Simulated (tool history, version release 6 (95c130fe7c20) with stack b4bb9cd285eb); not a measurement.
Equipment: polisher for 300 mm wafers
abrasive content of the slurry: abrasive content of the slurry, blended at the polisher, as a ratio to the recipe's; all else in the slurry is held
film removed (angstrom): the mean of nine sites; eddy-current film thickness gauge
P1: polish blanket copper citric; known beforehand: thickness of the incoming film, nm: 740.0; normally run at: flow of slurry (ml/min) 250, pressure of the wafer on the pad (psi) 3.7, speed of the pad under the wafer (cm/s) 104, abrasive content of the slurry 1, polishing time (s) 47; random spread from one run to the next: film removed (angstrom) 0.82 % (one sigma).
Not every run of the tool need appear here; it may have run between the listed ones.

| run | hour | flow of slurry (ml/min) | pressure of the wafer on the pad (psi) | speed of the pad under the wafer (cm/s) | abrasive content of the slurry | polishing time (s) | film removed (angstrom) |
|---|---|---|---|---|---|---|---|
| 1 | 15.6 | 250 | 3.7 | 104 | 1 | 47 | 1327.1 |
| 2 | 31.6 | 250 | 3.7 | 104 | 1 | 47 | 1334.6 |
| 3 | 41.4 | 250 | 3.7 | 50 | 0.7 | 47 | 599.13 |
| 4 | 53.5 | 250 | 3.7 | 104 | 1 | 47 | 1340 |
| 5 | 65.9 | 250 | 3.7 | 104 | 0.7 | 47 | 1231.6 |
| 6 | 78.6 | 250 | 3.7 | 60 | 1 | 47 | 776.39 |
| 7 | 89.3 | 250 | 3.7 | 104 | 1 | 22 | 629.01 |
| 8 | 101.1 | 250 | 3.7 | 104 | 1 | 64 | 1796.9 |
| 9 | 114.9 | 250 | 3.7 | 104 | 1.45 | 47 | 1445.7 |
| 10 | 129.1 | 250 | 1.8 | 104 | 1 | 47 | 651.22 |
| 11 | 138.1 | 150 | 3.7 | 104 | 1 | 47 | 1241.5 |
| 12 | 146.3 | 150 | 5.7 | 104 | 1 | 47 | 1874.7 |
| 13 | 158.5 | 395 | 3.7 | 104 | 1 | 47 | 1377.5 |
|  | 167.7 | slurry blender recalibrated |
| 14 | 171.5 | 250 | 5.3 | 104 | 1 | 47 | 1874.4 |
| 15 | 184.2 | 250 | 3.7 | 104 | 1 | 47 | 1317.3 |
| 16 | 196.4 | 250 | 3.7 | 140 | 1 | 47 | 1777.9 |
| 17 | 206.5 | 250 | 3.7 | 104 | 1 | 47 | 1321.2 |
| 18 | 214.9 | 250 | 3.7 | 104 | 1 | 47 | 1336.9 |

For run 19, what comes out?
| 19 | 224.6 | 250 | 3.7 | 104 | 1 | 47 | ? |

film removed (angstrom): 1300.1
